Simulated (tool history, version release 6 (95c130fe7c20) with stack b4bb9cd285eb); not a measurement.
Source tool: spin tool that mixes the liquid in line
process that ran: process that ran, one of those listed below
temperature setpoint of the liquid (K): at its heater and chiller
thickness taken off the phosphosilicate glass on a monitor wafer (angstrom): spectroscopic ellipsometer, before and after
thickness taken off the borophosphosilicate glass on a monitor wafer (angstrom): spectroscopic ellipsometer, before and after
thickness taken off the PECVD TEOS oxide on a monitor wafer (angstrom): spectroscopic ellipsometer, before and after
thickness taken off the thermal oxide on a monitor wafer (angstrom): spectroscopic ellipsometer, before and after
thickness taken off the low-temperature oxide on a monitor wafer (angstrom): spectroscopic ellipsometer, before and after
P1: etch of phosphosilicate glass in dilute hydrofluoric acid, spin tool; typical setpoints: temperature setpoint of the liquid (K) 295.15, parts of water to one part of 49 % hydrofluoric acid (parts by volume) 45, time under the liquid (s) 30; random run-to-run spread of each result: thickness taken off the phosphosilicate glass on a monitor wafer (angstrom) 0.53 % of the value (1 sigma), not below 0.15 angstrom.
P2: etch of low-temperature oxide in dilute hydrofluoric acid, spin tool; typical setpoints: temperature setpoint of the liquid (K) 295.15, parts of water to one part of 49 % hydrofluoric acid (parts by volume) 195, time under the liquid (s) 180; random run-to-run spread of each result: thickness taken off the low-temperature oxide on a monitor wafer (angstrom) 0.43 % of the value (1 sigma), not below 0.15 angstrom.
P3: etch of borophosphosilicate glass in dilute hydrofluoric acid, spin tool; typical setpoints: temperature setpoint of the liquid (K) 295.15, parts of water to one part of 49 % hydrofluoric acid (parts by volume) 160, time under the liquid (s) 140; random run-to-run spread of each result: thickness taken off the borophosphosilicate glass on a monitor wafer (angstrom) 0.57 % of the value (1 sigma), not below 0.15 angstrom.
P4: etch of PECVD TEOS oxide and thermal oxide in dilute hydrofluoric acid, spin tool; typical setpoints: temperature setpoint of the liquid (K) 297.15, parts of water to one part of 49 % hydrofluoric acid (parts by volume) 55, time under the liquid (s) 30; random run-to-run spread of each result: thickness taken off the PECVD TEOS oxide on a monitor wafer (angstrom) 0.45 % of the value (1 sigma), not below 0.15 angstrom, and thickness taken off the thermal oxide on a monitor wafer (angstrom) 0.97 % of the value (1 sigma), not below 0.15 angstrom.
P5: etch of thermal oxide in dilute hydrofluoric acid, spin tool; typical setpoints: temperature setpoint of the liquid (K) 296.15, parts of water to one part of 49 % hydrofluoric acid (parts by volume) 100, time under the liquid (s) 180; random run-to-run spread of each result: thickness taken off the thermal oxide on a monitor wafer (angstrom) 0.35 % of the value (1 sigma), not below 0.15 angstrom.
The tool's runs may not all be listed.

run   hour  process that ran  temperature setpoint of the liquid (K)  parts of water to one part of 49 % hydrofluoric acid (parts by volume)  time under the liquid (s)  hours since the thermometer was replaced  hours since the hydrofluoric acid flow meter was replaced  thickness taken off the phosphosilicate glass on a monitor wafer (angstrom)  thickness taken off the borophosphosilicate glass on a monitor wafer (angstrom)  thickness taken off the PECVD TEOS oxide on a monitor wafer (angstrom)  thickness taken off the thermal oxide on a monitor wafer (angstrom)  thickness taken off the low-temperature oxide on a monitor wafer (angstrom)
  1   10.1                P1                                  295.15                                                                      45                         30                                    1498.1                                                      244.4                                                                      1312.00
  2   23.1                P1                                  295.15                                                                      45                         60                                    1511.1                                                      257.4                                                                      2619.40
  3   30.8                P3                                  295.15                                                                     290                        140                                    1518.8                                                      265.1                                                                                                                                                         98.53
  4   38.7                P4                                  297.15                                                                      55                         30                                    1526.7                                                      273.0                                                                                                                                                                                                                                65.383                                                               26.850
  5   46.4                P1                                  295.15                                                                      45                         30                                    1534.4                                                      280.7                                                                      1312.40
  6   55.3                P2                                  295.15                                                                     195                        265                                    1543.3                                                      289.6                                                                                                                                                                                                                                                                                                                                                                                  360.04
  7   65.6                P3                                  295.15                                                                     160                        205                                    1553.6                                                      299.9                                                                                                                                                        295.18
  8   73.0                P5                                  296.15                                                                     100                        310                                    1561.0                                                      307.3                                                                                                                                                                                                                                                                                                    146.630
  9   81.8                P2                                  295.15                                                                     195                        180                                    1569.8                                                      316.1                                                                                                                                                                                                                                                                                                                                                                                  242.16
 10   92.7                P4                                  297.15                                                                      55                         30                                    1580.7                                                      327.0                                                                                                                                                                                                                                65.391                                                               27.008
 11  101.1                P2                                  295.15                                                                      50                        180                                    1589.1                                                      335.4                                                                                                                                                                                                                                                                                                                                                                                 1117.30
 12  111.5                P1                                  290.15                                                                      45                         30                                    1599.5                                                      345.8                                                                      1058.40
 13  119.5                P1                                  295.15                                                                      75                         30                                    1607.5                                                      353.8                                                                       755.84
 14  133.4                P4                                  301.65                                                                      55                         30                                    1621.4                                                      367.7                                                                                                                                                                                                                                77.464                                                               32.197
 15  145.8                P1                                  295.15                                                                      45                         30                                    1633.8                                                      380.1                                                                      1312.30
 16  153.4                P5                                  296.15                                                                     140                        180                                    1641.4                                                      387.7                                                                                                                                                                                                                                                                                                     57.796
 17  164.0                P1                                  295.15                                                                      45                         30                                    1652.0                                                      398.3                                                                      1308.40
 18  170.2                P2                                  301.65                                                                     195                        180                                    1658.2                                                      404.5                                                                                                                                                                                                                                                                                                                                                                                  310.48
 19  183.2                P5                                  290.15                                                                     100                        180                                    1671.2                                                      417.5                                                                                                                                                                                                                                                                                                     66.531
 20  194.8                P1                                  295.15                                                                      45                         30                                    1682.8                                                      429.1                                                                      1317.70
 21  202.9                P1                                  295.15                                                                      45                         30                                    1690.9                                                      437.2                                                                      1309.40
 22  209.3                P1                                  295.15                                                                      45                         15                                    1697.3                                                      443.6                                                                       654.94
 23  221.4                P3                                  301.65                                                                     160                        140                                    1709.4                                                      455.7                                                                                                                                                        258.73
 24  227.7                P1                                  290.15                                                                      45                         15                                    1715.7                                                      462.0                                                                       525.11
 25  236.8                P1                                  301.65                                                                      70                         30                                    1724.8                                                      471.1                                                                      1064.70
 26  246.2                P3                                  295.15                                                                     160                        140                                    1734.2                                                      480.5                                                                                                                                                        202.95
     250.5  -- thermometer replaced
 27  259.7                P3                                  295.15                                                                     160                        140                                       9.2                                                      494.0                                                                                                                                                        200.34
 28  273.4                P1                                  295.15                                                                      45                         30                                      22.9                                                      507.7                                                                      1301.50
 29  283.4                P4                                  297.15                                                                      55                         15                                      32.9                                                      517.7                                                                                                                                                                                                                                32.320                                                               13.462
 30  295.5                P1                                  303.15                                                                      45                         30                                      45.0                                                      529.8                                                                      1822.40
 31  307.1                P1                                  295.15                                                                      30                         30                                      56.6                                                      541.4                                                                      2034.10
 32  320.4                P5                                  296.15                                                                     100                        180                                      69.9                                                      554.7                                                                                                                                                                                                                                                                                                     84.860
 33  332.0                P4                                  297.15                                                                      20                         30                                      81.5                                                      566.3                                                                                                                                                                                                                               188.790                                                               76.846
 34  342.8                P1                                  295.15                                                                      45                         30                                      92.3                                                      577.1                                                                      1307.10
 35  352.7                P1                                  295.15                                                                      45                         30                                     102.2                                                      587.0                                                                      1271.40
 36  365.6                P1                                  295.15                                                                      45                         30                                     115.1                                                      599.9                                                                      1211.80
 37  374.5                P1                                  295.15                                                                      45                         30                                     124.0                                                      608.8                                                                      1223.00
 38  386.9                P1                                  295.15                                                                      45                         30                                     136.4                                                      621.2                                                                      1204.50
 39  396.4                P1                                  295.15                                                                      45                         30                                     145.9                                                      630.7                                                                      1208.00
 40  404.8                P1                                  295.15                                                                      45                         30                                     154.3                                                      639.1                                                                      1207.30

What P1 gives has crept away from where it was. These 2 causes fit the log equally well, each at the size given:
A: hydrofluoric acid flow below the setpoint (%) = 7.63
B: liquid colder than its thermometer reads (K) = 1.99
Creep in the process output first set in at about hour 342.8.

Which of the check runs below tells the causes apart, meaning the causes would give it clearly different results? Each run uses 2 wafers whose results are averaged, and each result is shown as a question mark.
check 1  413.2                P2                                  298.65                                                                      75                        180                                                                                                                                                                                                                                                                                                                                                                                                                                                                                            ?
check 2  413.2                P4                                  300.65                                                                      20                         30                                                                                                                                                                                                                                                                                                                                          ?                                                                    ?
check 3  413.2                P5                                  290.15                                                                     135                        180                                                                                                                                                                                                                                                                                                                                                                                                               ?
check 4  413.2                P3                                  299.65                                                                     285                        140                                                                                                                                                                                                                                                                  ?

If the cause were each of the candidates in turn, the checks would give the following:
  check                                                                           result     if A     if B
check 1      thickness taken off the low-temperature oxide on a monitor wafer (angstrom)   762.66   768.50
check 2           thickness taken off the PECVD TEOS oxide on a monitor wafer (angstrom)  200.610  200.460
check 2              thickness taken off the thermal oxide on a monitor wafer (angstrom)   82.615   82.551
check 3              thickness taken off the thermal oxide on a monitor wafer (angstrom)   43.464   43.780
check 4  thickness taken off the borophosphosilicate glass on a monitor wafer (angstrom)   105.85   109.63
Minimum pairwise separation of causes per check, each pair taken at its best-separating result: check 1 0.76 %; check 2 0.08 %; check 3 0.72 %; check 4 3.51 %
Check 4 distinguishes between the causes, while the remaining checks would return nearly the same result for all of them.

Check 4 was then run and gave: thickness taken off the borophosphosilicate glass on a monitor wafer (angstrom) 106.59. Which cause is it?

It was cause A: hydrofluoric acid flow below the setpoint (%).
